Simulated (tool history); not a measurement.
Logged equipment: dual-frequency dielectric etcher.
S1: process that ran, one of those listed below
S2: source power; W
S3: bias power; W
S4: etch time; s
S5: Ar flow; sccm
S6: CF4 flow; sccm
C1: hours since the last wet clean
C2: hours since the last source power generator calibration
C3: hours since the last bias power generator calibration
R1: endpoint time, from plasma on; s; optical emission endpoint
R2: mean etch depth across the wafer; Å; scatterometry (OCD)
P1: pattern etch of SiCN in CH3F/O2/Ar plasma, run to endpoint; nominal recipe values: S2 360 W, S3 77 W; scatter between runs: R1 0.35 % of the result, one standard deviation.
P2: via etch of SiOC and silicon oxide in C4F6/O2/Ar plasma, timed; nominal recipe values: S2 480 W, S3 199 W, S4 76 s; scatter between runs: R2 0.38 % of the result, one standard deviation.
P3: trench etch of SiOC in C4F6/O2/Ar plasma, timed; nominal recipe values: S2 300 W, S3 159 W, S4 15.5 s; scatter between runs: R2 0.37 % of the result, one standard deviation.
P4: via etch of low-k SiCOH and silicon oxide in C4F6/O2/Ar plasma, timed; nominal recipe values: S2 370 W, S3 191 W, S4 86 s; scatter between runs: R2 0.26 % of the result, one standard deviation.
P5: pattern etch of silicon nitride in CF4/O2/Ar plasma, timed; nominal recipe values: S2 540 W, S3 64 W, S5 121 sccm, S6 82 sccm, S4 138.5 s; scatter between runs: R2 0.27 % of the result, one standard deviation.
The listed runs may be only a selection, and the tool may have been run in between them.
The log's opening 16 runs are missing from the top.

run,hour,S1,S2,S3,S4,S5,S6,C1,C2,C3,R1,R2
17,235,P4,450,191,86,,,537.4,779.1,1606.8,,2697
18,248.2,P1,360,77,,,,550.6,792.3,1620,21.295,
19,266.4,P3,300,159,8.5,,,568.8,810.5,1638.2,,147.88
20,281.3,P4,370,191,53.5,,,583.7,825.4,1653.1,,1560.5
21,290.5,P5,540,64,138.5,87,82,592.9,834.6,1662.3,,3097.8
22,300.4,P5,540,64,138.5,121,82,602.8,844.5,1672.2,,2985
23,309.2,P4,370,121,86,,,611.6,853.3,1681,,2184.8
24,322.5,P1,360,77,,,,624.9,866.6,1694.3,21.337,
25,338.2,P2,660,199,76,,,640.6,882.3,1710,,1085.7
26,352.8,P5,540,64,138.5,121,67,655.2,896.9,1724.6,,2902.2
27,362.9,P2,480,275,76,,,665.3,907,1734.7,,1061.5
# hour 367.8: wet clean of the chamber
28,373.1,P1,510,77,,,,5.4,917.2,1744.9,18.761,

Estimate the outcome of run 29 from the log above:
29,385.8,P5,540,64,84.5,121,82,18.1,929.9,1757.6,,?

R2: 1810.2 Å

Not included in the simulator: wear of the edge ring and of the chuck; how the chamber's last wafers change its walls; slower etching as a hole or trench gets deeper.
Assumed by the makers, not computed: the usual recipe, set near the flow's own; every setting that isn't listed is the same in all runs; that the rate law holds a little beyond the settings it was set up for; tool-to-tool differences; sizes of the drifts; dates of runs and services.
